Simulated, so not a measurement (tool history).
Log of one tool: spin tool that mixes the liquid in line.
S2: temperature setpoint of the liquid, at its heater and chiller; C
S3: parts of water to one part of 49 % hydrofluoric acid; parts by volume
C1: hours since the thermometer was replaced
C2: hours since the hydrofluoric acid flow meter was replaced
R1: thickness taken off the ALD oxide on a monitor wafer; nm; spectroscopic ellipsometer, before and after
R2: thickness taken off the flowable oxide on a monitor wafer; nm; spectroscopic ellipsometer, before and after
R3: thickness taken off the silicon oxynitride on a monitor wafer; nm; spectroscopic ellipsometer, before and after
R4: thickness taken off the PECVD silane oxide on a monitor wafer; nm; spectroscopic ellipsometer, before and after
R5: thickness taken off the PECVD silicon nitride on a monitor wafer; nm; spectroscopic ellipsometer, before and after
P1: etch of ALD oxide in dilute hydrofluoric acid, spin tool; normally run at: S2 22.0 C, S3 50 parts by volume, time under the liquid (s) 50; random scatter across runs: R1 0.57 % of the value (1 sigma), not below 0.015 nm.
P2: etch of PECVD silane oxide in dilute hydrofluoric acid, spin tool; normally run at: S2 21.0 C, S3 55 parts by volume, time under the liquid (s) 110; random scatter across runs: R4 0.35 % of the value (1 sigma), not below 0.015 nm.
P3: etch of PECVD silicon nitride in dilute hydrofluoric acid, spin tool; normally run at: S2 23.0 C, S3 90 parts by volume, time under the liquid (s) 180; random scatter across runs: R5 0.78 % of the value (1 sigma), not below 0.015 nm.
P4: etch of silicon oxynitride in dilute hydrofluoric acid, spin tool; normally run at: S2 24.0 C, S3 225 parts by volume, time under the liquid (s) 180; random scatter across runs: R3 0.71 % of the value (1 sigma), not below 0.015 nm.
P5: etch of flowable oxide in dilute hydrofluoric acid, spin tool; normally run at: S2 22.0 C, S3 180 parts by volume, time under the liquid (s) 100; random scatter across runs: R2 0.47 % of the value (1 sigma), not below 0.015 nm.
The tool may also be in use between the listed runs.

run 1 day=0.217 | process_that_ran=P1 S2=22.0 S3=50 time_under_the_liquid_(s)=50 | C1=1199.5 C2=964.7 | R1=19.3290
run 2 day=0.404 | process_that_ran=P1 S2=22.0 S3=50 time_under_the_liquid_(s)=50 | C1=1204.0 C2=969.2 | R1=19.2850
run 3 day=0.767 | process_that_ran=P1 S2=30.0 S3=50 time_under_the_liquid_(s)=50 | C1=1212.7 C2=977.9 | R1=26.9780
run 4 day=0.954 | process_that_ran=P5 S2=22.0 S3=180 time_under_the_liquid_(s)=100 | C1=1217.2 C2=982.4 | R2=31.2830
run 5 day=1.262 | process_that_ran=P4 S2=24.0 S3=225 time_under_the_liquid_(s)=180 | C1=1224.6 C2=989.8 | R3=3.3597
run 6 day=1.458 | process_that_ran=P5 S2=27.0 S3=180 time_under_the_liquid_(s)=100 | C1=1229.3 C2=994.5 | R2=37.5070
run 7 day=1.688 | process_that_ran=P1 S2=22.0 S3=25 time_under_the_liquid_(s)=50 | C1=1234.8 C2=1000.0 | R1=40.5400
run 8 day=1.867 | process_that_ran=P2 S2=21.0 S3=90 time_under_the_liquid_(s)=110 | C1=1239.1 C2=1004.3 | R4=16.4500
-- day=2.021 hydrofluoric acid flow meter replaced
run 9 day=2.229 | process_that_ran=P1 S2=22.0 S3=50 time_under_the_liquid_(s)=50 | C1=1247.8 C2=5.0 | R1=19.5810
run 10 day=2.596 | process_that_ran=P2 S2=21.0 S3=55 time_under_the_liquid_(s)=110 | C1=1256.6 C2=13.8 | R4=28.2460
run 11 day=2.754 | process_that_ran=P4 S2=24.0 S3=140 time_under_the_liquid_(s)=180 | C1=1260.4 C2=17.6 | R3=5.7847
run 12 day=3.096 | process_that_ran=P1 S2=22.0 S3=85 time_under_the_liquid_(s)=50 | C1=1268.6 C2=25.8 | R1=11.0510
run 13 day=3.304 | process_that_ran=P2 S2=17.0 S3=55 time_under_the_liquid_(s)=110 | C1=1273.6 C2=30.8 | R4=23.7300
run 14 day=3.638 | process_that_ran=P3 S2=23.0 S3=90 time_under_the_liquid_(s)=100 | C1=1281.6 C2=38.8 | R5=1.8298
run 15 day=3.900 | process_that_ran=P5 S2=22.0 S3=60 time_under_the_liquid_(s)=100 | C1=1287.9 C2=45.1 | R2=106.9900
run 16 day=4.267 | process_that_ran=P2 S2=21.0 S3=55 time_under_the_liquid_(s)=15 | C1=1296.7 C2=53.9 | R4=3.8277
run 17 day=4.492 | process_that_ran=P1 S2=22.0 S3=50 time_under_the_liquid_(s)=50 | C1=1302.1 C2=59.3 | R1=19.5570
run 18 day=4.667 | process_that_ran=P1 S2=17.0 S3=85 time_under_the_liquid_(s)=50 | C1=1306.3 C2=63.5 | R1=8.9954
run 19 day=4.950 | process_that_ran=P3 S2=17.0 S3=90 time_under_the_liquid_(s)=180 | C1=1313.1 C2=70.3 | R5=2.1568
run 20 day=5.292 | process_that_ran=P5 S2=22.0 S3=180 time_under_the_liquid_(s)=100 | C1=1321.3 C2=78.5 | R2=31.3150
run 21 day=5.508 | process_that_ran=P1 S2=17.5 S3=50 time_under_the_liquid_(s)=50 | C1=1326.5 C2=83.7 | R1=16.0570
run 22 day=5.692 | process_that_ran=P4 S2=24.0 S3=225 time_under_the_liquid_(s)=360 | C1=1330.9 C2=88.1 | R3=6.7614
run 23 day=5.967 | process_that_ran=P4 S2=30.5 S3=225 time_under_the_liquid_(s)=180 | C1=1337.5 C2=94.7 | R3=4.4034
run 24 day=6.271 | process_that_ran=P1 S2=17.0 S3=80 time_under_the_liquid_(s)=50 | C1=1344.8 C2=102.0 | R1=9.4731

For run 25, what comes out?
run 25 day=6.488 | process_that_ran=P5 S2=22.0 S3=180 time_under_the_liquid_(s)=30 | C1=1350.0 C2=107.2 | R2=?

{"run 25": {"R2": 9.3384}}
